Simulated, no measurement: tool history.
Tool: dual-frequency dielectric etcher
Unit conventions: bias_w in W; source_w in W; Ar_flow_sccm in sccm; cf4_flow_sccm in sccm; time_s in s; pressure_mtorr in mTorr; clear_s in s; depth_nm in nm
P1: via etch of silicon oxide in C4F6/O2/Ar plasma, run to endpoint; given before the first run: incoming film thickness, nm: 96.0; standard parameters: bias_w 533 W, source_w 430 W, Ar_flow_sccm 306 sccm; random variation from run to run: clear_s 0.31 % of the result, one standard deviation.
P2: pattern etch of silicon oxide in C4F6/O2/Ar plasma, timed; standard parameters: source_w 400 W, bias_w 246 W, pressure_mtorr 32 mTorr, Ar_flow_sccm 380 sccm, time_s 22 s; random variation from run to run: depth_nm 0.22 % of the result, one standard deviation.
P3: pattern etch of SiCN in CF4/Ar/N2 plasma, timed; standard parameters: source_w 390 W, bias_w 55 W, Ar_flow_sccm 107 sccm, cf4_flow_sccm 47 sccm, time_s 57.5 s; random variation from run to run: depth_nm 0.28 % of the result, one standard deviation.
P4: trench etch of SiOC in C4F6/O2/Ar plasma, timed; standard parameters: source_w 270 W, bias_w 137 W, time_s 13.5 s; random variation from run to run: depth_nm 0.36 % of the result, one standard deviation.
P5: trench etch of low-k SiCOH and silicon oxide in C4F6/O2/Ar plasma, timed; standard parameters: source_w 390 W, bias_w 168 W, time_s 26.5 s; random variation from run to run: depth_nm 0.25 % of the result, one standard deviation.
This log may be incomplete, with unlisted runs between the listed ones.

run 1 hour=5.9 | process=P1 bias_w=533 source_w=430 Ar_flow_sccm=306 | clear_s=19.546
run 2 hour=10.2 | process=P1 bias_w=533 source_w=430 Ar_flow_sccm=306 | clear_s=19.488
run 3 hour=17.1 | process=P3 bias_w=55 source_w=390 Ar_flow_sccm=107 cf4_flow_sccm=47 time_s=57.5 | depth_nm=37.59
run 4 hour=21.4 | process=P1 bias_w=533 source_w=430 Ar_flow_sccm=306 | clear_s=19.629
run 5 hour=30.1 | process=P5 bias_w=168 source_w=390 time_s=26.5 | depth_nm=81.142
run 6 hour=38.3 | process=P2 bias_w=246 source_w=400 Ar_flow_sccm=460 time_s=22 pressure_mtorr=32 | depth_nm=73.289
run 7 hour=42.8 | process=P2 bias_w=316 source_w=400 Ar_flow_sccm=380 time_s=22 pressure_mtorr=32 | depth_nm=81.622
run 8 hour=50.2 | process=P4 bias_w=137 source_w=340 time_s=13.5 | depth_nm=24.566
run 9 hour=55.7 | process=P1 bias_w=373 source_w=430 Ar_flow_sccm=306 | clear_s=22.242
run 10 hour=64.1 | process=P2 bias_w=246 source_w=320 Ar_flow_sccm=380 time_s=22 pressure_mtorr=32 | depth_nm=68.678
run 11 hour=72.3 | process=P3 bias_w=55 source_w=480 Ar_flow_sccm=107 cf4_flow_sccm=47 time_s=57.5 | depth_nm=45.031
run 12 hour=78.8 | process=P1 bias_w=533 source_w=430 Ar_flow_sccm=306 | clear_s=19.563
run 13 hour=84 | process=P2 bias_w=246 source_w=400 Ar_flow_sccm=380 time_s=12 pressure_mtorr=32 | depth_nm=40.801
run 14 hour=91.7 | process=P5 bias_w=137 source_w=390 time_s=26.5 | depth_nm=76.207
run 15 hour=96.8 | process=P1 bias_w=533 source_w=430 Ar_flow_sccm=306 | clear_s=19.536
run 16 hour=103 | process=P4 bias_w=137 source_w=270 time_s=17 | depth_nm=28.541
run 17 hour=109.3 | process=P1 bias_w=533 source_w=430 Ar_flow_sccm=207 | clear_s=18.733
run 18 hour=116.1 | process=P2 bias_w=246 source_w=400 Ar_flow_sccm=380 time_s=22 pressure_mtorr=32 | depth_nm=75.165
run 19 hour=124.9 | process=P2 bias_w=246 source_w=400 Ar_flow_sccm=380 time_s=22 pressure_mtorr=32 | depth_nm=74.852
run 20 hour=131.1 | process=P5 bias_w=168 source_w=530 time_s=26.5 | depth_nm=91.082
run 21 hour=139.6 | process=P4 bias_w=191 source_w=270 time_s=13.5 | depth_nm=25.082
run 22 hour=145.4 | process=P1 bias_w=533 source_w=510 Ar_flow_sccm=208 | clear_s=17.52
run 23 hour=149.6 | process=P1 bias_w=660 source_w=430 Ar_flow_sccm=306 | clear_s=17.96
run 24 hour=153.5 | process=P5 bias_w=168 source_w=390 time_s=18.5 | depth_nm=56.622
-- hour=156.7 wet clean of the chamber
run 25 hour=160.5 | process=P4 bias_w=137 source_w=270 time_s=13.5 | depth_nm=22.439
run 26 hour=164.6 | process=P3 bias_w=72 source_w=390 Ar_flow_sccm=107 cf4_flow_sccm=47 time_s=57.5 | depth_nm=41.497
run 27 hour=171.3 | process=P3 bias_w=55 source_w=390 Ar_flow_sccm=85 cf4_flow_sccm=47 time_s=57.5 | depth_nm=38.995
run 28 hour=176.6 | process=P3 bias_w=55 source_w=390 Ar_flow_sccm=107 cf4_flow_sccm=47 time_s=37.5 | depth_nm=24.539
run 29 hour=181.2 | process=P2 bias_w=246 source_w=400 Ar_flow_sccm=380 time_s=22 pressure_mtorr=42.5 | depth_nm=72.534
run 30 hour=189.7 | process=P5 bias_w=168 source_w=390 time_s=26.5 | depth_nm=81.207
run 31 hour=196.7 | process=P3 bias_w=55 source_w=390 Ar_flow_sccm=107 cf4_flow_sccm=66 time_s=57.5 | depth_nm=39.846
-- hour=200.4 bias power generator calibrated
run 32 hour=203 | process=P1 bias_w=533 source_w=350 Ar_flow_sccm=232 | clear_s=20.291
run 33 hour=207.3 | process=P1 bias_w=533 source_w=320 Ar_flow_sccm=306 | clear_s=21.848
run 34 hour=212.5 | process=P1 bias_w=533 source_w=430 Ar_flow_sccm=306 | clear_s=19.509
run 35 hour=221.3 | process=P1 bias_w=533 source_w=520 Ar_flow_sccm=306 | clear_s=18.146
run 36 hour=226.9 | process=P1 bias_w=533 source_w=430 Ar_flow_sccm=371 | clear_s=19.993
run 37 hour=233.3 | process=P1 bias_w=533 source_w=430 Ar_flow_sccm=306 | clear_s=19.517
run 38 hour=241.5 | process=P1 bias_w=533 source_w=430 Ar_flow_sccm=306 | clear_s=19.326
run 39 hour=245.9 | process=P1 bias_w=533 source_w=430 Ar_flow_sccm=306 | clear_s=19.358
run 40 hour=253.3 | process=P1 bias_w=533 source_w=430 Ar_flow_sccm=306 | clear_s=19.327
-- hour=257.5 wet clean of the chamber
-- hour=260.7 Ar flow controller replaced
run 41 hour=261.2 | process=P1 bias_w=533 source_w=430 Ar_flow_sccm=306 | clear_s=19.213
run 42 hour=269.5 | process=P1 bias_w=533 source_w=430 Ar_flow_sccm=306 | clear_s=19.214
run 43 hour=275.8 | process=P1 bias_w=533 source_w=430 Ar_flow_sccm=306 | clear_s=19.253
run 44 hour=279.7 | process=P1 bias_w=533 source_w=430 Ar_flow_sccm=306 | clear_s=19.138
run 45 hour=283.7 | process=P1 bias_w=533 source_w=430 Ar_flow_sccm=306 | clear_s=19.222
run 46 hour=292.5 | process=P1 bias_w=533 source_w=430 Ar_flow_sccm=306 | clear_s=19.126
run 47 hour=301.3 | process=P1 bias_w=533 source_w=430 Ar_flow_sccm=306 | clear_s=19.249

The log shows P1 creeping away from where it was. Any of the 2 causes listed here, at the size stated for it, fits the log just as well as the others:
A: source power that arrives over what is set, % = 4.24
B: bias power that arrives over what is set, % = 4.14
The gradual shift began around hour 233.3.
Excluded causes, each with its reason:
chamber walls in a state that raises the etch rate, %: work on it at hour 257.5, done after the drift set in, did not restore what the process gave before
Ar flow that arrives under what is set, %: work on it at hour 260.7, done after the drift set in, did not restore what the process gave before

4 check runs are offered, one wafer each, their results left as question marks. Which one tells the causes apart?
run check 1 hour=310.1 | process=P2 bias_w=246 source_w=400 Ar_flow_sccm=380 time_s=22 pressure_mtorr=32 | depth_nm=?
run check 2 hour=310.1 | process=P5 bias_w=168 source_w=390 time_s=26.5 | depth_nm=?
run check 3 hour=310.1 | process=P3 bias_w=55 source_w=390 Ar_flow_sccm=107 cf4_flow_sccm=47 time_s=57.5 | depth_nm=?
run check 4 hour=310.1 | process=P4 bias_w=137 source_w=270 time_s=13.5 | depth_nm=?

Expected result of each check under each candidate cause:
check=check_1 result=depth_nm if_A=76.124 if_B=75.957
check=check_2 result=depth_nm if_A=82.308 if_B=82.018
check=check_3 result=depth_nm if_A=38.958 if_B=38.121
check=check_4 result=depth_nm if_A=22.899 if_B=22.812
Distance between the nearest two causes, measured in the result of the check that separates them most: check 1 0.22 %; check 2 0.35 %; check 3 2.17 %; check 4 0.38 %
Of the check runs offered, only check 3 discriminates between the causes; the rest would read about the same regardless of which cause applies.

Check 3 was then run and gave: depth_nm 38.968 nm. Which cause is it?

A is the cause: source power that arrives over what is set, %.
